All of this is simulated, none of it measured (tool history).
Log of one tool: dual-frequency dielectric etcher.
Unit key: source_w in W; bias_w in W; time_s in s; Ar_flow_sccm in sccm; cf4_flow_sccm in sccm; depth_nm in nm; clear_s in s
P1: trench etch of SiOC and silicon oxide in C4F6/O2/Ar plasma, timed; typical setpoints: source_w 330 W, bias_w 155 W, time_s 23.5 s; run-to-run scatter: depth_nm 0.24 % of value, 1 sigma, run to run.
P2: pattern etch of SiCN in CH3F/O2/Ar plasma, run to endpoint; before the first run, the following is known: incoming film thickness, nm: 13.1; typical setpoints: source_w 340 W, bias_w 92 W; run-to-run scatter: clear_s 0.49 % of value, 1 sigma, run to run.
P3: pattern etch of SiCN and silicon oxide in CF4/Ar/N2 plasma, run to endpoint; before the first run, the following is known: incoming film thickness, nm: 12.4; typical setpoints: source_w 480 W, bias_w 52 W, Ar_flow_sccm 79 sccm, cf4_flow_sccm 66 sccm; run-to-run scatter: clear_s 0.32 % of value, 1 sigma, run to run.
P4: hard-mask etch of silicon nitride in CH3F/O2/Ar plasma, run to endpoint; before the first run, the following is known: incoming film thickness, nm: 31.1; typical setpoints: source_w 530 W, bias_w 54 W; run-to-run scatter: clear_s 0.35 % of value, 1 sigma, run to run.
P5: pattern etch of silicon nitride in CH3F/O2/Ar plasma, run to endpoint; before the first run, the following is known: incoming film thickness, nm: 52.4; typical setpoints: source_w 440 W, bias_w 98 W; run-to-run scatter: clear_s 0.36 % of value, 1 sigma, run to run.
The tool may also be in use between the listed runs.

Run 1, hour 7.7: process P1, source_w 330 W, bias_w 155 W, time_s 23.5 s. Result: depth_nm 40.561 nm.
Run 2, hour 14.9: process P1, source_w 330 W, bias_w 104 W, time_s 23.5 s. Result: depth_nm 36.120 nm.
Run 3, hour 23.8: process P4, source_w 530 W, bias_w 54 W. Result: clear_s 44.175 s.
Run 4, hour 30.9: process P1, source_w 330 W, bias_w 155 W, time_s 23.5 s. Result: depth_nm 40.585 nm.
Run 5, hour 42.1: process P2, source_w 340 W, bias_w 129 W. Result: clear_s 30.024 s.
Run 6, hour 49.7: process P3, source_w 480 W, bias_w 52 W, Ar_flow_sccm 79 sccm, cf4_flow_sccm 83 sccm. Result: clear_s 14.652 s.
Run 7, hour 56.5: process P3, source_w 480 W, bias_w 52 W, Ar_flow_sccm 48 sccm, cf4_flow_sccm 66 sccm. Result: clear_s 14.106 s.
Run 8, hour 66.8: process P4, source_w 730 W, bias_w 54 W. Result: clear_s 39.219 s.
Run 9, hour 75.5: process P5, source_w 440 W, bias_w 98 W. Result: clear_s 64.095 s.
Run 10, hour 83.1: process P1, source_w 330 W, bias_w 212 W, time_s 23.5 s. Result: depth_nm 44.956 nm.
Run 11, hour 94.1: process P3, source_w 480 W, bias_w 30 W, Ar_flow_sccm 79 sccm, cf4_flow_sccm 66 sccm. Result: clear_s 17.719 s.
Run 12, hour 101.5: process P3, source_w 480 W, bias_w 52 W, Ar_flow_sccm 79 sccm, cf4_flow_sccm 66 sccm. Result: clear_s 15.298 s.
Run 13, hour 108.7: process P2, source_w 430 W, bias_w 92 W. Result: clear_s 31.813 s.
Run 14, hour 116.6: process P3, source_w 280 W, bias_w 52 W, Ar_flow_sccm 79 sccm, cf4_flow_sccm 66 sccm. Result: clear_s 24.502 s.
Run 15, hour 123.5: process P1, source_w 330 W, bias_w 155 W, time_s 32.5 s. Result: depth_nm 56.220 nm.
Run 16, hour 130.1: process P1, source_w 330 W, bias_w 155 W, time_s 13.0 s. Result: depth_nm 22.474 nm.
Run 17, hour 139.9: process P5, source_w 560 W, bias_w 98 W. Result: clear_s 58.289 s.

Predict the results of run 18:
Run 18, hour 148.1: process P4, source_w 530 W, bias_w 31 W. Result: clear_s ?.

{"run 18": {"clear_s": 51.637}}
